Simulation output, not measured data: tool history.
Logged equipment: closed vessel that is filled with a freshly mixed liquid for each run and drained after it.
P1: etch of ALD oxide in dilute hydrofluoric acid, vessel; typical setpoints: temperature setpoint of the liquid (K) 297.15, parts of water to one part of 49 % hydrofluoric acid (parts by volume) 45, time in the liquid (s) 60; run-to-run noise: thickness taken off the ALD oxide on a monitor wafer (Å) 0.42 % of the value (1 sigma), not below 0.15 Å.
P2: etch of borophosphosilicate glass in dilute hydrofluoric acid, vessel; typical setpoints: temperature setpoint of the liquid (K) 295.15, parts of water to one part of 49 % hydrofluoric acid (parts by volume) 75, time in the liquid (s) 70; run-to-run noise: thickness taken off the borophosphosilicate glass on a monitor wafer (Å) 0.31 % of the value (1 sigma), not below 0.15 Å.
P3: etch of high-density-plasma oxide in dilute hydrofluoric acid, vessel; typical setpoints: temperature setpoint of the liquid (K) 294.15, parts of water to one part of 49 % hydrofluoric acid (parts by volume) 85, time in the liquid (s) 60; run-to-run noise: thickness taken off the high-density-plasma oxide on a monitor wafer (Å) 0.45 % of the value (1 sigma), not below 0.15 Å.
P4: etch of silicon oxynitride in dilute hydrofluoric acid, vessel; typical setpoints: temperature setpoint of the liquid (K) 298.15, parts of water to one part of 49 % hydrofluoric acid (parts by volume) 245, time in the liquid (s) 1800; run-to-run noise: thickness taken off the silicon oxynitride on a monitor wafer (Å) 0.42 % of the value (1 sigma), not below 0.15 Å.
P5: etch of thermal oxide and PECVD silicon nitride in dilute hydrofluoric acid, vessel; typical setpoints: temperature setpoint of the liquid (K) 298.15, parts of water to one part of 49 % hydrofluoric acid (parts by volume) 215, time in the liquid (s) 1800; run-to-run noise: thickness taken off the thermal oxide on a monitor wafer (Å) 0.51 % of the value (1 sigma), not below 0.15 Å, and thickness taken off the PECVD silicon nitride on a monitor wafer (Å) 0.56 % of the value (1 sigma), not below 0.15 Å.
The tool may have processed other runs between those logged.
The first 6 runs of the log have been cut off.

| run | hour | process that ran | temperature setpoint of the liquid (K) | parts of water to one part of 49 % hydrofluoric acid (parts by volume) | time in the liquid (s) | hours since the thermometer was replaced | hours since the hydrofluoric acid flow meter was replaced | thickness taken off the ALD oxide on a monitor wafer (Å) | thickness taken off the high-density-plasma oxide on a monitor wafer (Å) | thickness taken off the silicon oxynitride on a monitor wafer (Å) | thickness taken off the borophosphosilicate glass on a monitor wafer (Å) | thickness taken off the thermal oxide on a monitor wafer (Å) | thickness taken off the PECVD silicon nitride on a monitor wafer (Å) |
|---|---|---|---|---|---|---|---|---|---|---|---|---|---|
| 7 | 54.1 | P2 | 295.15 | 75 | 70 | 574.9 | 781.7 |  |  |  | 411.10 |  |  |
| 8 | 62.6 | P1 | 290.15 | 45 | 115 | 583.4 | 790.2 | 199.990 |  |  |  |  |  |
| 9 | 67.8 | P5 | 298.15 | 215 | 1800 | 588.6 | 795.4 |  |  |  |  | 352.30 | 150.060 |
| 10 | 78.0 | P1 | 304.15 | 45 | 30 | 598.8 | 805.6 | 92.846 |  |  |  |  |  |
| 11 | 84.1 | P2 | 290.15 | 75 | 70 | 604.9 | 811.7 |  |  |  | 333.23 |  |  |
| 12 | 89.3 | P5 | 298.15 | 330 | 1800 | 610.1 | 816.9 |  |  |  |  | 202.94 | 99.089 |
| 13 | 97.5 | P1 | 297.15 | 20 | 60 | 618.3 | 825.1 | 327.400 |  |  |  |  |  |
| 14 | 104.7 | P2 | 295.15 | 75 | 30 | 625.5 | 832.3 |  |  |  | 174.94 |  |  |
| 15 | 110.5 | P4 | 298.15 | 245 | 375 | 631.3 | 838.1 |  |  | 39.384 |  |  |  |
| 16 | 116.8 | P1 | 290.65 | 45 | 60 | 637.6 | 844.4 | 106.370 |  |  |  |  |  |
| 17 | 123.1 | P1 | 293.65 | 30 | 60 | 643.9 | 850.7 | 184.340 |  |  |  |  |  |
| 18 | 129.2 | P3 | 294.15 | 50 | 60 | 650.0 | 856.8 |  | 81.866 |  |  |  |  |
| 19 | 136.9 | P3 | 298.15 | 85 | 60 | 657.7 | 864.5 |  | 53.731 |  |  |  |  |
| 20 | 142.1 | P1 | 297.15 | 45 | 110 | 662.9 | 869.7 | 259.040 |  |  |  |  |  |
| 21 | 151.5 | P2 | 295.15 | 30 | 70 | 672.3 | 879.1 |  |  |  | 1092.50 |  |  |
| 22 | 162.2 | P5 | 298.15 | 215 | 3060 | 683.0 | 889.8 |  |  |  |  | 598.22 | 258.110 |
| 23 | 170.0 | P1 | 305.15 | 45 | 60 | 690.8 | 897.6 | 191.720 |  |  |  |  |  |

The next listed run, before its measurement:
| 24 | 180.1 | P5 | 298.15 | 215 | 1800 | 700.9 | 907.7 |  |  |  |  | ? | ? |

{"run 24": {"thickness taken off the thermal oxide on a monitor wafer (Å)": 352.01, "thickness taken off the PECVD silicon nitride on a monitor wafer (Å)": 151.1}}

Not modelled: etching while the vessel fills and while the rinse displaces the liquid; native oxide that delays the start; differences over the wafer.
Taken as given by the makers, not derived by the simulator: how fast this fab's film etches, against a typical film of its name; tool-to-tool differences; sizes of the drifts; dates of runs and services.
